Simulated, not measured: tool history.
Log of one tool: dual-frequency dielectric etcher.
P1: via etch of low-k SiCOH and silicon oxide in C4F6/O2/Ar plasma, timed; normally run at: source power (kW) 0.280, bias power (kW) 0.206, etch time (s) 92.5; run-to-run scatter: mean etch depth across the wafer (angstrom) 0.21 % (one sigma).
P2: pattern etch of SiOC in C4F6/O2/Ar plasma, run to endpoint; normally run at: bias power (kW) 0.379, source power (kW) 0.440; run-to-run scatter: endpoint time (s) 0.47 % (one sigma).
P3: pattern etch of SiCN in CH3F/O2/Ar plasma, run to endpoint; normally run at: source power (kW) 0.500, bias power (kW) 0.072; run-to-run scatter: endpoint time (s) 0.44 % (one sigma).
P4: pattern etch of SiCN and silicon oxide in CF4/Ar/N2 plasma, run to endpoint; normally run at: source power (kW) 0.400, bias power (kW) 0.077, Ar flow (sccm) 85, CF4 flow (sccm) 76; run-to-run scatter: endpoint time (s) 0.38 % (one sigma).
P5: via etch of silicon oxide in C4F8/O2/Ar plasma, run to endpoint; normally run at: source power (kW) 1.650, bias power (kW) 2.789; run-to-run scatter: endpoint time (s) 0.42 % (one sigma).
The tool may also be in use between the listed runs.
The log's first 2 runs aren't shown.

run  hour  process that ran  source power (kW)  bias power (kW)  etch time (s)  Ar flow (sccm)  CF4 flow (sccm)  hours since the last wet clean  hours since the last source power generator calibration  hours since the last bias power generator calibration  mean etch depth across the wafer (angstrom)  endpoint time (s)
  3  14.7                P2              0.560            0.379                                                                           283.8                                                   2409.6                                                 1113.8                                                          15.077
  4  17.5                P2              0.440            0.379                                                                           286.6                                                   2412.4                                                 1116.6                                                          16.734
  5  22.8                P4              0.400            0.077                            106               76                           291.9                                                   2417.7                                                 1121.9                                                          15.719
  6  29.1                P4              0.490            0.077                             85               76                           298.2                                                   2424.0                                                 1128.2                                                          12.749
  7  34.8                P1              0.280            0.206           92.5                                                            303.9                                                   2429.7                                                 1133.9                                       2379.0
  8  40.2                P5              1.650            2.789                                                                           309.3                                                   2435.1                                                 1139.3                                                         301.220
  9  45.3                P5              1.650            1.715                                                                           314.4                                                   2440.2                                                 1144.4                                                         348.720
 10  50.4                P1              0.280            0.206          139.5                                                            319.5                                                   2445.3                                                 1149.5                                       3598.1
 11  55.1                P5              1.650            2.789                                                                           324.2                                                   2450.0                                                 1154.2                                                         302.280
 12  60.4                P4              0.400            0.077                             85               61                           329.5                                                   2455.3                                                 1159.5                                                          15.813
 13  64.1                P1              0.280            0.206           92.5                                                            333.2                                                   2459.0                                                 1163.2                                       2387.5
 14  68.9                P2              0.440            0.379                                                                           338.0                                                   2463.8                                                 1168.0                                                          16.595
 15  72.0                P5              2.000            2.789                                                                           341.1                                                   2466.9                                                 1171.1                                                         279.080
 16  76.8                P1              0.280            0.248           92.5                                                            345.9                                                   2471.7                                                 1175.9                                       2530.8
 17  81.5                P3              0.500            0.042                                                                           350.6                                                   2476.4                                                 1180.6                                                          21.820
 18  85.8                P1              0.330            0.206           92.5                                                            354.9                                                   2480.7                                                 1184.9                                       2539.5
 19  90.3                P1              0.280            0.206           92.5                                                            359.4                                                   2485.2                                                 1189.4                                       2384.2
 20  93.9                P2              0.440            0.510                                                                           363.0                                                   2488.8                                                 1193.0                                                          15.083
 21  99.1                P3              0.630            0.072                                                                           368.2                                                   2494.0                                                 1198.2                                                          16.844

Run 22 comes next. What will it give?
 22  104.8                P1              0.280            0.206           92.5                                                            373.9                                                   2499.7                                                 1203.9                                            ?

Run 22 gave mean etch depth across the wafer (angstrom) 2382.5.
